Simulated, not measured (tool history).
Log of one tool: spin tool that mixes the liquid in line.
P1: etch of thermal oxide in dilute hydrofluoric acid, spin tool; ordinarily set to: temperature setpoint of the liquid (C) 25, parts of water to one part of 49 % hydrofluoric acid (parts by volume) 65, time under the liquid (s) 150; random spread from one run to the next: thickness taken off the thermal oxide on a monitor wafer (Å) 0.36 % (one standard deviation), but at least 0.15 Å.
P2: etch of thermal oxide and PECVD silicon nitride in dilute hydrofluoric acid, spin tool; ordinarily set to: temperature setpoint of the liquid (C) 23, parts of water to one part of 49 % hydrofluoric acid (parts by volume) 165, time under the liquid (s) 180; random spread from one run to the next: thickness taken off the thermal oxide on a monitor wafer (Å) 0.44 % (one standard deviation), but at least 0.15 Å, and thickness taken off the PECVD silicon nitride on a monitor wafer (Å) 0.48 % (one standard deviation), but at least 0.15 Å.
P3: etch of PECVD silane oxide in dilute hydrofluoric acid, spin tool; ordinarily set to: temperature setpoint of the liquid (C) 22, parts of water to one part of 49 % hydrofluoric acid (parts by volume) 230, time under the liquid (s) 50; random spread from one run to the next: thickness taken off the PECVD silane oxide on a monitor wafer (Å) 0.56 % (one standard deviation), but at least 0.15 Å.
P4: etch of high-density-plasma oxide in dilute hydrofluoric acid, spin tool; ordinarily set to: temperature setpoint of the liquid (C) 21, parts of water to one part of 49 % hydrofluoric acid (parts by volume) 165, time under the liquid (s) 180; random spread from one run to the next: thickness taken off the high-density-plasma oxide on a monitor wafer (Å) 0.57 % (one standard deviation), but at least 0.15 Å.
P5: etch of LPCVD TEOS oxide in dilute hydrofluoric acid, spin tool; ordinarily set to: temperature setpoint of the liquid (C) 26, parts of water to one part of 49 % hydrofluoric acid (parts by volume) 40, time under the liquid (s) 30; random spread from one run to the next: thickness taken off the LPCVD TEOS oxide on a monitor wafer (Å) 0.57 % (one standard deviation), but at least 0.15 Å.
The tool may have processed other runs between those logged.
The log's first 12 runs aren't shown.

| run | hour | process that ran | temperature setpoint of the liquid (C) | parts of water to one part of 49 % hydrofluoric acid (parts by volume) | time under the liquid (s) | hours since the thermometer was replaced | hours since the hydrofluoric acid flow meter was replaced | thickness taken off the thermal oxide on a monitor wafer (Å) | thickness taken off the PECVD silane oxide on a monitor wafer (Å) | thickness taken off the LPCVD TEOS oxide on a monitor wafer (Å) | thickness taken off the PECVD silicon nitride on a monitor wafer (Å) | thickness taken off the high-density-plasma oxide on a monitor wafer (Å) |
|---|---|---|---|---|---|---|---|---|---|---|---|---|
| 13 | 69.7 | P1 | 25 | 65 | 275 | 694.8 | 738.6 | 219.99 |  |  |  |  |
| 14 | 74.8 | P1 | 25 | 65 | 150 | 699.9 | 743.7 | 119.49 |  |  |  |  |
| 15 | 78.4 | P1 | 25 | 65 | 150 | 703.5 | 747.3 | 119.86 |  |  |  |  |
| 16 | 83.6 | P2 | 31 | 165 | 180 | 708.7 | 752.5 | 63.437 |  |  | 93.678 |  |
| 17 | 90.5 | P1 | 30.5 | 65 | 15 | 715.6 | 759.4 | 14.883 |  |  |  |  |
| 18 | 97.2 | P5 | 26 | 40 | 30 | 722.3 | 766.1 |  |  | 198.78 |  |  |
| 19 | 101.2 | P5 | 18 | 40 | 30 | 726.3 | 770.1 |  |  | 140.43 |  |  |
| 20 | 105 | P3 | 22 | 70 | 50 | 730.1 | 773.9 |  | 341.1 |  |  |  |
| 21 | 108.2 | P4 | 17 | 165 | 180 | 733.3 | 777.1 |  |  |  |  | 45.391 |
| 22 | 112.1 | P4 | 21 | 165 | 330 | 737.2 | 781 |  |  |  |  | 97.392 |
| 23 | 118.9 | P2 | 23 | 165 | 180 | 744 | 787.8 | 47.44 |  |  | 57.233 |  |
| 24 | 125.5 | P5 | 26 | 40 | 30 | 750.6 | 794.4 |  |  | 196.65 |  |  |
| 25 | 132.1 | P3 | 17 | 230 | 50 | 757.2 | 801 |  | 71.219 |  |  |  |
| 26 | 136.3 | P1 | 25 | 20 | 150 | 761.4 | 805.2 | 414.55 |  |  |  |  |
| 27 | 142.3 | P1 | 25 | 90 | 150 | 767.4 | 811.2 | 84.118 |  |  |  |  |
| 28 | 147.3 | P1 | 25 | 65 | 150 | 772.4 | 816.2 | 120.44 |  |  |  |  |
| 29 | 153.4 | P5 | 26 | 40 | 15 | 778.5 | 822.3 |  |  | 97.673 |  |  |
| 30 | 159.7 | P1 | 33 | 110 | 150 | 784.8 | 828.6 | 91.046 |  |  |  |  |

Predict the results of run 31:
| 31 | 165 | P1 | 25 | 65 | 150 | 790.1 | 833.9 | ? |  |  |  |  |

Run 31 measured thickness taken off the thermal oxide on a monitor wafer (Å) 120.4.
